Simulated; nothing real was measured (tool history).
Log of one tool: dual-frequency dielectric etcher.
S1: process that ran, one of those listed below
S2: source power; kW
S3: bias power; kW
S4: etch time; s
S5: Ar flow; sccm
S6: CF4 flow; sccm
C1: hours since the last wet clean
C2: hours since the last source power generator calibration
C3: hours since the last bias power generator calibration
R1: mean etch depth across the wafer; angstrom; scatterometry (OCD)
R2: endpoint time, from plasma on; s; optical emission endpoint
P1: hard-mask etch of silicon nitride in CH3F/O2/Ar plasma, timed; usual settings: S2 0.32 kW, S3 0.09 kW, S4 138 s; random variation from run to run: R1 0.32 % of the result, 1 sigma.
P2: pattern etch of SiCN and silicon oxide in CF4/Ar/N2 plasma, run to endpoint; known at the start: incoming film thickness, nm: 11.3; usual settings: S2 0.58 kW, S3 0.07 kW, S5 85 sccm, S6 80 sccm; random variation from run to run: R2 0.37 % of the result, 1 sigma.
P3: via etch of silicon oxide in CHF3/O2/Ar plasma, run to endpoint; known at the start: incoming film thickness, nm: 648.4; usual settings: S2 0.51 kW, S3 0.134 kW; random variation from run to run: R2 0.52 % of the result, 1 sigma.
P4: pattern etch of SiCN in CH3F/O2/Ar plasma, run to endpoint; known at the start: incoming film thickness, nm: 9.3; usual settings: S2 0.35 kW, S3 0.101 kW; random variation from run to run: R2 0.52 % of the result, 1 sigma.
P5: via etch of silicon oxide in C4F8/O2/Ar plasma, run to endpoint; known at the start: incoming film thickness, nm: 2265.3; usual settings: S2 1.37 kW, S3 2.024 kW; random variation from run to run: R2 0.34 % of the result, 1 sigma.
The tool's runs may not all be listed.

Run 1, hour 7.4: S1 P1, S2 0.32 kW, S3 0.09 kW, S4 138 s; C1 425.2; C2 2458; C3 623.7. Result: R1 936.06 angstrom.
Run 2, hour 12.4: S1 P1, S2 0.43 kW, S3 0.09 kW, S4 138 s; C1 430.2; C2 2463; C3 628.7. Result: R1 1053.9 angstrom.
Run 3, hour 20.3: S1 P5, S2 0.94 kW, S3 2.024 kW; C1 438.1; C2 2470.9; C3 636.6. Result: R2 588.91 s.
Run 4, hour 27.1: S1 P4, S2 0.35 kW, S3 0.101 kW; C1 444.9; C2 2477.7; C3 643.4. Result: R2 23.175 s.
Run 5, hour 33.2: S1 P2, S2 0.58 kW, S3 0.07 kW, S5 110 sccm, S6 80 sccm; C1 451; C2 2483.8; C3 649.5. Result: R2 10.385 s.
Run 6, hour 38.5: S1 P2, S2 0.58 kW, S3 0.07 kW, S5 85 sccm, S6 80 sccm; C1 456.3; C2 2489.1; C3 654.8. Result: R2 9.9837 s.
Run 7, hour 43.6: S1 P1, S2 0.32 kW, S3 0.068 kW, S4 138 s; C1 461.4; C2 2494.2; C3 659.9. Result: R1 857 angstrom.
Run 8, hour 53.8: S1 P1, S2 0.32 kW, S3 0.09 kW, S4 138 s; C1 471.6; C2 2504.4; C3 670.1. Result: R1 944 angstrom.
Run 9, hour 61.9: S1 P2, S2 0.58 kW, S3 0.07 kW, S5 85 sccm, S6 80 sccm; C1 479.7; C2 2512.5; C3 678.2. Result: R2 9.9687 s.
Run 10, hour 66.6: S1 P3, S2 0.51 kW, S3 0.084 kW; C1 484.4; C2 2517.2; C3 682.9. Result: R2 444.87 s.
Run 11, hour 72.9: S1 P1, S2 0.32 kW, S3 0.11 kW, S4 170.5 s; C1 490.7; C2 2523.5; C3 689.2. Result: R1 1256.9 angstrom.
Run 12, hour 79.5: S1 P4, S2 0.46 kW, S3 0.101 kW; C1 497.3; C2 2530.1; C3 695.8. Result: R2 20.853 s.
Run 13, hour 88.2: S1 P3, S2 0.51 kW, S3 0.134 kW; C1 506; C2 2538.8; C3 704.5. Result: R2 385.14 s.
Run 14, hour 93.9: S1 P2, S2 0.58 kW, S3 0.07 kW, S5 85 sccm, S6 109 sccm; C1 511.7; C2 2544.5; C3 710.2. Result: R2 9.5749 s.
Run 15, hour 98.8: S1 P1, S2 0.24 kW, S3 0.09 kW, S4 138 s; C1 516.6; C2 2549.4; C3 715.1. Result: R1 846 angstrom.
Run 16, hour 104.2: S1 P4, S2 0.35 kW, S3 0.137 kW; C1 522; C2 2554.8; C3 720.5. Result: R2 20.538 s.
Run 17, hour 113.9: S1 P1, S2 0.32 kW, S3 0.09 kW, S4 88 s; C1 531.7; C2 2564.5; C3 730.2. Result: R1 601.13 angstrom.
Run 18, hour 123.2: S1 P1, S2 0.32 kW, S3 0.09 kW, S4 138 s; C1 541; C2 2573.8; C3 739.5. Result: R1 941.34 angstrom.
Run 19, hour 131.8: S1 P2, S2 0.39 kW, S3 0.07 kW, S5 85 sccm, S6 80 sccm; C1 549.6; C2 2582.4; C3 748.1. Result: R2 14.242 s.
Run 20, hour 141.2: S1 P5, S2 1.37 kW, S3 2.024 kW; C1 559; C2 2591.8; C3 757.5. Result: R2 509.12 s.
At hour 147: source power generator calibrated.
Run 21, hour 150.9: S1 P3, S2 0.51 kW, S3 0.134 kW; C1 568.7; C2 3.9; C3 767.2. Result: R2 386.43 s.
Run 22, hour 155.5: S1 P1, S2 0.32 kW, S3 0.09 kW, S4 138 s; C1 573.3; C2 8.5; C3 771.8. Result: R1 943.53 angstrom.
Run 23, hour 161.8: S1 P1, S2 0.32 kW, S3 0.121 kW, S4 138 s; C1 579.6; C2 14.8; C3 778.1. Result: R1 1053.1 angstrom.
Run 24, hour 169: S1 P3, S2 0.67 kW, S3 0.134 kW; C1 586.8; C2 22; C3 785.3. Result: R2 347.12 s.
Run 25, hour 178.7: S1 P1, S2 0.32 kW, S3 0.09 kW, S4 192 s; C1 596.5; C2 31.7; C3 795. Result: R1 1309.5 angstrom.
Run 26, hour 185.5: S1 P2, S2 0.58 kW, S3 0.091 kW, S5 85 sccm, S6 80 sccm; C1 603.3; C2 38.5; C3 801.8. Result: R2 9.1357 s.
Run 27, hour 190.6: S1 P1, S2 0.32 kW, S3 0.109 kW, S4 165 s; C1 608.4; C2 43.6; C3 806.9. Result: R1 1214.1 angstrom.
Run 28, hour 200.6: S1 P5, S2 1.37 kW, S3 1.293 kW; C1 618.4; C2 53.6; C3 816.9. Result: R2 576.01 s.
Run 29, hour 208.1: S1 P1, S2 0.32 kW, S3 0.09 kW, S4 138 s; C1 625.9; C2 61.1; C3 824.4. Result: R1 944.31 angstrom.
Run 30, hour 218.3: S1 P1, S2 0.32 kW, S3 0.09 kW, S4 138 s; C1 636.1; C2 71.3; C3 834.6. Result: R1 935.78 angstrom.
Run 31, hour 227.8: S1 P1, S2 0.32 kW, S3 0.09 kW, S4 138 s; C1 645.6; C2 80.8; C3 844.1. Result: R1 933.94 angstrom.
Run 32, hour 233.2: S1 P1, S2 0.32 kW, S3 0.09 kW, S4 138 s; C1 651; C2 86.2; C3 849.5. Result: R1 929.78 angstrom.
Run 33, hour 243.7: S1 P1, S2 0.32 kW, S3 0.09 kW, S4 138 s; C1 661.5; C2 96.7; C3 860. Result: R1 933.19 angstrom.
Run 34, hour 251.4: S1 P1, S2 0.32 kW, S3 0.09 kW, S4 138 s; C1 669.2; C2 104.4; C3 867.7. Result: R1 929.12 angstrom.
Run 35, hour 256.9: S1 P1, S2 0.32 kW, S3 0.09 kW, S4 138 s; C1 674.7; C2 109.9; C3 873.2. Result: R1 933.52 angstrom.
Run 36, hour 262.2: S1 P1, S2 0.32 kW, S3 0.09 kW, S4 138 s; C1 680; C2 115.2; C3 878.5. Result: R1 932.62 angstrom.
At hour 266.9: wet clean of the chamber.
Run 37, hour 268.4: S1 P1, S2 0.32 kW, S3 0.09 kW, S4 138 s; C1 1.6; C2 121.4; C3 884.7. Result: R1 924.47 angstrom.
Run 38, hour 275.9: S1 P1, S2 0.32 kW, S3 0.09 kW, S4 138 s; C1 9.1; C2 128.9; C3 892.2. Result: R1 932.72 angstrom.
Run 39, hour 283.9: S1 P1, S2 0.32 kW, S3 0.09 kW, S4 138 s; C1 17.1; C2 136.9; C3 900.2. Result: R1 927.53 angstrom.
Run 40, hour 290: S1 P1, S2 0.32 kW, S3 0.09 kW, S4 138 s; C1 23.2; C2 143; C3 906.3. Result: R1 930.05 angstrom.

What P1 gives has crept away from where it was. These 2 causes fit the log equally well, each at the size given:
A: bias power that arrives under what is set, % = 4.62
B: source power that arrives under what is set, % = 4.52
The creep began at about hour 208.1.
Why every other cause is out:
chamber walls in a state that lowers the etch rate, %: serviced at hour 266.9, which brought nothing back

4 check runs are offered, each on 2 wafers whose results are averaged, their results left as question marks. Which one tells the causes apart?
Run check 1, hour 296.1: S1 P4, S2 0.35 kW, S3 0.12 kW. Result: R2 ?.
Run check 2, hour 296.1: S1 P3, S2 0.51 kW, S3 0.093 kW. Result: R2 ?.
Run check 3, hour 296.1: S1 P5, S2 1.02 kW, S3 1.346 kW. Result: R2 ?.
Run check 4, hour 296.1: S1 P2, S2 0.45 kW, S3 0.09 kW, S5 85 sccm, S6 80 sccm. Result: R2 ?.

What each check would give under each cause:
  check  result    if A    if B
check 1      R2  22.091  22.055
check 2      R2  437.59  439.63
check 3      R2  649.56  653.26
check 4      R2  11.753  12.048
How far apart the two closest causes lie, in the result that separates them most: check 1 0.16 %; check 2 0.46 %; check 3 0.57 %; check 4 2.48 %
Check 4 tells the causes apart: in the others they would give nearly the same result.

Then check 4 was run and gave: R2 11.725 s. Which cause is it?

It is A: bias power that arrives under what is set, %.
